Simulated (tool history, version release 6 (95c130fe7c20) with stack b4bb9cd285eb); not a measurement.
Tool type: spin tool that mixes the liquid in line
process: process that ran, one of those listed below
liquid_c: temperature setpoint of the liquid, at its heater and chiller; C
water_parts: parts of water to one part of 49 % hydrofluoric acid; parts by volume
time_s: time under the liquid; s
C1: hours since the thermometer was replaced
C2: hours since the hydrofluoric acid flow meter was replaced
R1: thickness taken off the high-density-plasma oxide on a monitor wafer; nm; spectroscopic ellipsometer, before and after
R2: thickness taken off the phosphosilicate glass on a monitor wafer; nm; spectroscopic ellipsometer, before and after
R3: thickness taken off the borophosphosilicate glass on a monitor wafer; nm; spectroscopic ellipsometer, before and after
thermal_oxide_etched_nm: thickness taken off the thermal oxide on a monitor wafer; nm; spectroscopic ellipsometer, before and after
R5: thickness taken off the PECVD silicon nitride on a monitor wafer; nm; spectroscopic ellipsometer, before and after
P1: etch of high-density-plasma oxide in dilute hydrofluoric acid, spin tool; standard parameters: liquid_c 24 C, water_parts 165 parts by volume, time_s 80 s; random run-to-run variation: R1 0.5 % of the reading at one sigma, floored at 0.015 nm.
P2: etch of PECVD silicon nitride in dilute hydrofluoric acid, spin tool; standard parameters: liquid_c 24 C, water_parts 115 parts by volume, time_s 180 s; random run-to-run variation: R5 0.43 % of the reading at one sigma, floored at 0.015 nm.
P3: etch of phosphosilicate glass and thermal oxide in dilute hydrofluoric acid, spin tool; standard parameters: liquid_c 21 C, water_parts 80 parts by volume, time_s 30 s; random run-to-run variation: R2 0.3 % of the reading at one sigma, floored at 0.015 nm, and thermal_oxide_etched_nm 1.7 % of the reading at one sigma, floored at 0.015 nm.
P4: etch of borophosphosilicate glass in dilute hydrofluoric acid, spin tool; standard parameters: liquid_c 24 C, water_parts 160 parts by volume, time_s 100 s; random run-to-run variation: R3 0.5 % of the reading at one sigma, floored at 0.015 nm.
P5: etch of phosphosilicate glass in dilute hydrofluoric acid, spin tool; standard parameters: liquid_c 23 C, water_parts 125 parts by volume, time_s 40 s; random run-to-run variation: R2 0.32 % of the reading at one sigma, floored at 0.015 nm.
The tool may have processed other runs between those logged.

Run 1, hour 8.7: process P1, liquid_c 24 C, water_parts 165 parts by volume, time_s 80 s; C1 457.8; C2 1401.4. Result: R1 4.1189 nm.
Run 2, hour 15.9: process P1, liquid_c 24 C, water_parts 165 parts by volume, time_s 80 s; C1 465; C2 1408.6. Result: R1 4.1261 nm.
Run 3, hour 22.5: process P5, liquid_c 23 C, water_parts 125 parts by volume, time_s 40 s; C1 471.6; C2 1415.2. Result: R2 18.134 nm.
Run 4, hour 32.4: process P1, liquid_c 24 C, water_parts 165 parts by volume, time_s 80 s; C1 481.5; C2 1425.1. Result: R1 4.1335 nm.
Run 5, hour 39.1: process P4, liquid_c 24 C, water_parts 160 parts by volume, time_s 100 s; C1 488.2; C2 1431.8. Result: R3 20.184 nm.
Run 6, hour 47.8: process P3, liquid_c 21 C, water_parts 80 parts by volume, time_s 55 s; C1 496.9; C2 1440.5. Result: R2 129.98 nm, thermal_oxide_etched_nm 2.8679 nm.
Run 7, hour 53.4: process P1, liquid_c 24 C, water_parts 165 parts by volume, time_s 15 s; C1 502.5; C2 1446.1. Result: R1 0.7738 nm.
Run 8, hour 59.6: process P2, liquid_c 24 C, water_parts 115 parts by volume, time_s 355 s; C1 508.7; C2 1452.3. Result: R5 17.267 nm.
Run 9, hour 66: process P5, liquid_c 23 C, water_parts 80 parts by volume, time_s 40 s; C1 515.1; C2 1458.7. Result: R2 29.988 nm.
Run 10, hour 73.4: process P1, liquid_c 24 C, water_parts 165 parts by volume, time_s 80 s; C1 522.5; C2 1466.1. Result: R1 4.1231 nm.
Run 11, hour 84.2: process P1, liquid_c 24 C, water_parts 265 parts by volume, time_s 80 s; C1 533.3; C2 1476.9. Result: R1 2.3133 nm.
Run 12, hour 92.4: process P5, liquid_c 23 C, water_parts 125 parts by volume, time_s 20 s; C1 541.5; C2 1485.1. Result: R2 9.0842 nm.
Run 13, hour 97.2: process P2, liquid_c 24 C, water_parts 160 parts by volume, time_s 180 s; C1 546.3; C2 1489.9. Result: R5 6.284 nm.
Run 14, hour 103.7: process P1, liquid_c 24 C, water_parts 165 parts by volume, time_s 80 s; C1 552.8; C2 1496.4. Result: R1 4.163 nm.
Run 15, hour 114.2: process P1, liquid_c 24 C, water_parts 110 parts by volume, time_s 40 s; C1 563.3; C2 1506.9. Result: R1 3.3255 nm.
Run 16, hour 119.9: process P1, liquid_c 24 C, water_parts 165 parts by volume, time_s 80 s; C1 569; C2 1512.6. Result: R1 4.142 nm.
Run 17, hour 124.9: process P3, liquid_c 29 C, water_parts 80 parts by volume, time_s 30 s; C1 574; C2 1517.6. Result: R2 97.883 nm, thermal_oxide_etched_nm 2.1968 nm.
Run 18, hour 134.1: process P4, liquid_c 24 C, water_parts 285 parts by volume, time_s 100 s; C1 583.2; C2 1526.8. Result: R3 9.9094 nm.
Run 19, hour 139.9: process P1, liquid_c 19.5 C, water_parts 165 parts by volume, time_s 80 s; C1 589; C2 1532.6. Result: R1 3.4375 nm.
Run 20, hour 146.8: process P3, liquid_c 21 C, water_parts 145 parts by volume, time_s 30 s; C1 595.9; C2 1539.5. Result: R2 36.15 nm, thermal_oxide_etched_nm 0.84174 nm.
Run 21, hour 154.6: process P4, liquid_c 24 C, water_parts 160 parts by volume, time_s 35 s; C1 603.7; C2 1547.3. Result: R3 6.9901 nm.
Run 22, hour 164.8: process P2, liquid_c 24 C, water_parts 115 parts by volume, time_s 180 s; C1 613.9; C2 1557.5. Result: R5 8.7597 nm.
Run 23, hour 171.3: process P1, liquid_c 24 C, water_parts 80 parts by volume, time_s 80 s; C1 620.4; C2 1564. Result: R1 9.4909 nm.
Run 24, hour 178.5: process P5, liquid_c 23 C, water_parts 125 parts by volume, time_s 40 s; C1 627.6; C2 1571.2. Result: R2 18.195 nm.
Run 25, hour 187.4: process P4, liquid_c 18.5 C, water_parts 160 parts by volume, time_s 100 s; C1 636.5; C2 1580.1. Result: R3 16.208 nm.
Run 26, hour 193.3: process P2, liquid_c 24 C, water_parts 115 parts by volume, time_s 180 s; C1 642.4; C2 1586. Result: R5 8.6978 nm.
Run 27, hour 202.2: process P3, liquid_c 21 C, water_parts 80 parts by volume, time_s 30 s; C1 651.3; C2 1594.9. Result: R2 70.97 nm, thermal_oxide_etched_nm 1.5367 nm.
At hour 211.8: hydrofluoric acid flow meter replaced.
Run 28, hour 212.6: process P1, liquid_c 28 C, water_parts 165 parts by volume, time_s 80 s; C1 661.7; C2 0.8. Result: R1 4.8306 nm.
Run 29, hour 222.3: process P1, liquid_c 24 C, water_parts 165 parts by volume, time_s 115 s; C1 671.4; C2 10.5. Result: R1 5.9463 nm.
Run 30, hour 232.7: process P5, liquid_c 30.5 C, water_parts 125 parts by volume, time_s 40 s; C1 681.8; C2 20.9. Result: R2 24.119 nm.
Run 31, hour 242.9: process P1, liquid_c 17 C, water_parts 165 parts by volume, time_s 145 s; C1 692; C2 31.1. Result: R1 5.7057 nm.
Run 32, hour 251.7: process P2, liquid_c 28.5 C, water_parts 115 parts by volume, time_s 180 s; C1 700.8; C2 39.9. Result: R5 11.724 nm.
Run 33, hour 261.3: process P1, liquid_c 24 C, water_parts 165 parts by volume, time_s 80 s; C1 710.4; C2 49.5. Result: R1 4.1517 nm.
Run 34, hour 270.3: process P1, liquid_c 24 C, water_parts 165 parts by volume, time_s 80 s; C1 719.4; C2 58.5. Result: R1 3.9058 nm.
Run 35, hour 280.7: process P1, liquid_c 24 C, water_parts 165 parts by volume, time_s 80 s; C1 729.8; C2 68.9. Result: R1 3.8492 nm.
Run 36, hour 285.9: process P1, liquid_c 24 C, water_parts 165 parts by volume, time_s 80 s; C1 735; C2 74.1. Result: R1 3.8033 nm.
Run 37, hour 293.5: process P1, liquid_c 24 C, water_parts 165 parts by volume, time_s 80 s; C1 742.6; C2 81.7. Result: R1 3.7948 nm.
Run 38, hour 302.2: process P1, liquid_c 24 C, water_parts 165 parts by volume, time_s 80 s; C1 751.3; C2 90.4. Result: R1 3.754 nm.
Run 39, hour 307.6: process P1, liquid_c 24 C, water_parts 165 parts by volume, time_s 80 s; C1 756.7; C2 95.8. Result: R1 3.7807 nm.

Compared with where it was, what P1 gives has crept away. Each cause listed below fits the log as well as the rest, at the size given for it:
A: hydrofluoric acid flow below the setpoint (%) = 7.21
B: liquid colder than its thermometer reads (K) = 2.33
The onset of the drift is placed at about hour 261.3.

Each of the 4 check runs below uses one wafer; its results are left as question marks. Which run tells the causes apart?
Run check 1, hour 313: process P3, liquid_c 21 C, water_parts 145 parts by volume, time_s 45 s. Result: R2 ?, thermal_oxide_etched_nm ?.
Run check 2, hour 313: process P4, liquid_c 24 C, water_parts 220 parts by volume, time_s 100 s. Result: R3 ?.
Run check 3, hour 313: process P2, liquid_c 24 C, water_parts 115 parts by volume, time_s 325 s. Result: R5 ?.
Run check 4, hour 313: process P5, liquid_c 30 C, water_parts 125 parts by volume, time_s 25 s. Result: R2 ?.

What each check would give under each cause:
  check                   result    if A    if B
check 1                       R2   49.92  49.606
check 1  thermal_oxide_etched_nm  1.1264  1.1193
check 2                       R3  12.419    12.5
check 3                       R5  14.702  13.571
check 4                       R2  13.571   13.59
Separation of the two closest causes in each check, using whichever result separates them best: check 1 0.63 %; check 2 0.65 %; check 3 8 %; check 4 0.14 %
Of the check runs offered, only check 3 discriminates between the causes; the rest would read about the same regardless of which cause applies.

Check 3 was carried out, with these results: R5 14.732 nm. Which of the listed causes is responsible?

It is A: hydrofluoric acid flow below the setpoint (%).
